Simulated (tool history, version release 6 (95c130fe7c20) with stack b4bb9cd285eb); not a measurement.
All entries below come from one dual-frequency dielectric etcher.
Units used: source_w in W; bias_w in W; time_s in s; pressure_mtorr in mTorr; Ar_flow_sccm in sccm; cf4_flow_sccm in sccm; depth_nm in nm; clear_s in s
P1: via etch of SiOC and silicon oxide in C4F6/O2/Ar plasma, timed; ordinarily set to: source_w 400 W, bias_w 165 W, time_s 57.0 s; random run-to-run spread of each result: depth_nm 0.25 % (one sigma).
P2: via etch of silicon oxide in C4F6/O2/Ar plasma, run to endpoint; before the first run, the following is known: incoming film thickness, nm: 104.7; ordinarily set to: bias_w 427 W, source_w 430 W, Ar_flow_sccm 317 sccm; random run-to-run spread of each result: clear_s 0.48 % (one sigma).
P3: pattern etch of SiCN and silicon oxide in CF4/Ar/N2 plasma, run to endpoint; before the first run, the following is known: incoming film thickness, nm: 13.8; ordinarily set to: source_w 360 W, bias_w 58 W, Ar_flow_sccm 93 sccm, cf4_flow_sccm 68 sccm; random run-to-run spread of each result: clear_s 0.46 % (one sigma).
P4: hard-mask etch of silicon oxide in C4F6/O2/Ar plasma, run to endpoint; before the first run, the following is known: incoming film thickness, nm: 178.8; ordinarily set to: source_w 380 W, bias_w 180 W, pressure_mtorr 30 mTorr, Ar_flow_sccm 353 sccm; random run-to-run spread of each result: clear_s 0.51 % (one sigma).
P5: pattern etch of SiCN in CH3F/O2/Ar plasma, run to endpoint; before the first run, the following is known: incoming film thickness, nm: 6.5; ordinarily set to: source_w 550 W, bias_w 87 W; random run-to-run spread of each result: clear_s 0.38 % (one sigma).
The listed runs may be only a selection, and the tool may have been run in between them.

Run 1, hour 11.5: process P1, source_w 400 W, bias_w 165 W, time_s 57.0 s. Result: depth_nm 65.038 nm.
Run 2, hour 18.7: process P1, source_w 400 W, bias_w 165 W, time_s 70.0 s. Result: depth_nm 80.024 nm.
Run 3, hour 25.8: process P1, source_w 400 W, bias_w 165 W, time_s 57.0 s. Result: depth_nm 65.281 nm.
Run 4, hour 38.5: process P1, source_w 400 W, bias_w 165 W, time_s 57.0 s. Result: depth_nm 65.122 nm.
Run 5, hour 46.3: process P4, source_w 380 W, bias_w 180 W, pressure_mtorr 38 mTorr, Ar_flow_sccm 353 sccm. Result: clear_s 58.234 s.
Run 6, hour 54.2: process P1, source_w 400 W, bias_w 165 W, time_s 31.5 s. Result: depth_nm 35.870 nm.
Run 7, hour 66.6: process P1, source_w 400 W, bias_w 218 W, time_s 57.0 s. Result: depth_nm 71.674 nm.
Run 8, hour 72.9: process P2, source_w 430 W, bias_w 427 W, Ar_flow_sccm 317 sccm. Result: clear_s 24.379 s.
Run 9, hour 84.3: process P1, source_w 400 W, bias_w 102 W, time_s 57.0 s. Result: depth_nm 56.332 nm.
Run 10, hour 95.3: process P2, source_w 520 W, bias_w 427 W, Ar_flow_sccm 317 sccm. Result: clear_s 22.847 s.
Run 11, hour 105.6: process P2, source_w 430 W, bias_w 550 W, Ar_flow_sccm 317 sccm. Result: clear_s 22.219 s.
Run 12, hour 113.0: process P1, source_w 400 W, bias_w 165 W, time_s 57.0 s. Result: depth_nm 64.935 nm.
Run 13, hour 126.6: process P1, source_w 240 W, bias_w 165 W, time_s 57.0 s. Result: depth_nm 53.366 nm.
Run 14, hour 135.8: process P1, source_w 400 W, bias_w 165 W, time_s 57.0 s. Result: depth_nm 65.045 nm.
Run 15, hour 142.3: process P3, source_w 360 W, bias_w 58 W, Ar_flow_sccm 93 sccm, cf4_flow_sccm 41 sccm. Result: clear_s 23.388 s.
Run 16, hour 149.3: process P1, source_w 560 W, bias_w 165 W, time_s 57.0 s. Result: depth_nm 74.259 nm.
Run 17, hour 159.4: process P5, source_w 550 W, bias_w 51 W. Result: clear_s 17.150 s.
Run 18, hour 169.9: process P3, source_w 360 W, bias_w 58 W, Ar_flow_sccm 59 sccm, cf4_flow_sccm 68 sccm. Result: clear_s 20.250 s.
Run 19, hour 180.2: process P2, source_w 430 W, bias_w 427 W, Ar_flow_sccm 409 sccm. Result: clear_s 25.320 s.
Run 20, hour 192.0: process P3, source_w 360 W, bias_w 36 W, Ar_flow_sccm 93 sccm, cf4_flow_sccm 68 sccm. Result: clear_s 25.083 s.
Run 21, hour 200.7: process P3, source_w 360 W, bias_w 58 W, Ar_flow_sccm 93 sccm, cf4_flow_sccm 68 sccm. Result: clear_s 21.512 s.
Run 22, hour 209.7: process P1, source_w 400 W, bias_w 130 W, time_s 43.0 s. Result: depth_nm 45.726 nm.
Run 23, hour 215.8: process P4, source_w 300 W, bias_w 180 W, pressure_mtorr 30 mTorr, Ar_flow_sccm 353 sccm. Result: clear_s 62.226 s.
Run 24, hour 227.2: process P4, source_w 380 W, bias_w 180 W, pressure_mtorr 30 mTorr, Ar_flow_sccm 235 sccm. Result: clear_s 54.291 s.
Run 25, hour 233.7: process P5, source_w 780 W, bias_w 87 W. Result: clear_s 12.502 s.
Run 26, hour 240.1: process P4, source_w 380 W, bias_w 232 W, pressure_mtorr 30 mTorr, Ar_flow_sccm 353 sccm. Result: clear_s 52.391 s.
Run 27, hour 248.3: process P4, source_w 380 W, bias_w 180 W, pressure_mtorr 30 mTorr, Ar_flow_sccm 353 sccm. Result: clear_s 56.151 s.
Run 28, hour 259.8: process P3, source_w 450 W, bias_w 58 W, Ar_flow_sccm 93 sccm, cf4_flow_sccm 68 sccm. Result: clear_s 17.683 s.
Run 29, hour 269.9: process P5, source_w 550 W, bias_w 87 W. Result: clear_s 14.295 s.
Run 30, hour 279.4: process P1, source_w 400 W, bias_w 165 W, time_s 57.0 s. Result: depth_nm 65.159 nm.
Run 31, hour 292.1: process P1, source_w 400 W, bias_w 165 W, time_s 57.0 s. Result: depth_nm 65.110 nm.
Run 32, hour 301.1: process P1, source_w 400 W, bias_w 165 W, time_s 57.0 s. Result: depth_nm 64.618 nm.
Run 33, hour 314.0: process P1, source_w 400 W, bias_w 165 W, time_s 57.0 s. Result: depth_nm 64.283 nm.
Run 34, hour 326.1: process P1, source_w 400 W, bias_w 165 W, time_s 57.0 s. Result: depth_nm 64.365 nm.
Run 35, hour 332.3: process P1, source_w 400 W, bias_w 165 W, time_s 57.0 s. Result: depth_nm 64.390 nm.
At hour 338.0: wet clean of the chamber.
Run 36, hour 344.1: process P1, source_w 400 W, bias_w 165 W, time_s 57.0 s. Result: depth_nm 64.165 nm.
Run 37, hour 353.8: process P1, source_w 400 W, bias_w 165 W, time_s 57.0 s. Result: depth_nm 64.303 nm.
Run 38, hour 361.6: process P1, source_w 400 W, bias_w 165 W, time_s 57.0 s. Result: depth_nm 64.233 nm.
Run 39, hour 370.3: process P1, source_w 400 W, bias_w 165 W, time_s 57.0 s. Result: depth_nm 64.172 nm.

P1 has crept away from where it was. The log is fitted equally well by each of these 2 causes, at the sizes shown:
A: source power that arrives under what is set, % = 3.85
B: bias power that arrives under what is set, % = 4.74
The drift started at roughly hour 292.1.
Why every other cause is out:
chamber walls in a state that lowers the etch rate, %: serviced at hour 338.0, after the drift had started, without restoring the earlier output

Which of the check runs below tells the causes apart, meaning the causes would give it clearly different results? Each run uses 3 wafers whose results are averaged, and each result is shown as a question mark.
Run check 1, hour 379.0: process P3, source_w 360 W, bias_w 58 W, Ar_flow_sccm 61 sccm, cf4_flow_sccm 68 sccm. Result: clear_s ?.
Run check 2, hour 379.0: process P4, source_w 380 W, bias_w 208 W, pressure_mtorr 30 mTorr, Ar_flow_sccm 256 sccm. Result: clear_s ?.
Run check 3, hour 379.0: process P2, source_w 430 W, bias_w 427 W, Ar_flow_sccm 409 sccm. Result: clear_s ?.
Run check 4, hour 379.0: process P5, source_w 740 W, bias_w 52 W. Result: clear_s ?.

Outcome of each check run for each possible cause:
  check   result    if A    if B
check 1  clear_s  21.035  20.612
check 2  clear_s  52.948  52.983
check 3  clear_s  25.575  25.652
check 4  clear_s  15.432  15.425
Per check, the gap between the least separated pair of causes, taken in the result that splits them most: check 1 2.03 %; check 2 0.07 %; check 3 0.3 %; check 4 0.05 %
The causes can be told apart only by check 1. The other checks would give nearly the same results under each of them.

Check 1 has now been run. It gave: clear_s 20.993 s. Which of the candidate causes is it?

Of the candidate causes, it is A: source power that arrives under what is set, %.
